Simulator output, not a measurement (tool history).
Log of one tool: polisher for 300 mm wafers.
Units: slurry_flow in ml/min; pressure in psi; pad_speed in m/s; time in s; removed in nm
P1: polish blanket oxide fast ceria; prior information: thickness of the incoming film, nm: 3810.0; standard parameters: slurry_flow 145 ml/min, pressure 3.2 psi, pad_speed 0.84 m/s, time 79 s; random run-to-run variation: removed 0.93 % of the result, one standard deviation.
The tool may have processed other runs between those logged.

run  hour  slurry_flow  pressure  pad_speed  time  wafers polished on this pad  hours since the slurry nozzle was cleaned  hours since the head pressure was calibrated  removed
  1   4.6          145       3.2       0.84    79                          556                                      129.9                                         580.6  1419.20
  2   7.7          145       5.0       0.84    79                          582                                      133.0                                         583.7  2215.40
  3  10.2          145       3.2       0.84    79                          604                                      135.5                                         586.2  1418.60
  4  14.5          145       3.2       0.38    79                          640                                      139.8                                         590.5   633.95
  5  19.4          145       1.5       0.84    39                          683                                      144.7                                         595.4   319.02
  6  23.0          145       3.2       0.84    79                          713                                      148.3                                         599.0  1406.00
  7  26.2          145       3.2       0.84    79                          741                                      151.5                                         602.2  1423.50
  8  29.1           85       3.2       0.84    51                          766                                      154.4                                         605.1   805.66
  9  32.1          110       3.2       0.84    79                          792                                      157.4                                         608.1  1312.10
 10  36.7          215       3.2       0.84    79                          831                                      162.0                                         612.7  1504.60
 11  39.5          145       3.2       0.84   123                          855                                      164.8                                         615.5  2178.10
 12  43.6          145       3.2       1.32    79                          890                                      168.9                                         619.6  2254.20
     46.4  -- head pressure recalibrated
 13  46.5          145       3.2       0.84    79                          915                                      171.8                                           0.2  1400.50
 14  49.9          145       2.2       0.84    79                          944                                      175.2                                           3.6   962.05

Run 15 comes next. What will it give?
 15  54.2          145       3.2       0.84    44                          981                                      179.5                                           7.9        ?

Run 15 gave removed 799.54 nm.

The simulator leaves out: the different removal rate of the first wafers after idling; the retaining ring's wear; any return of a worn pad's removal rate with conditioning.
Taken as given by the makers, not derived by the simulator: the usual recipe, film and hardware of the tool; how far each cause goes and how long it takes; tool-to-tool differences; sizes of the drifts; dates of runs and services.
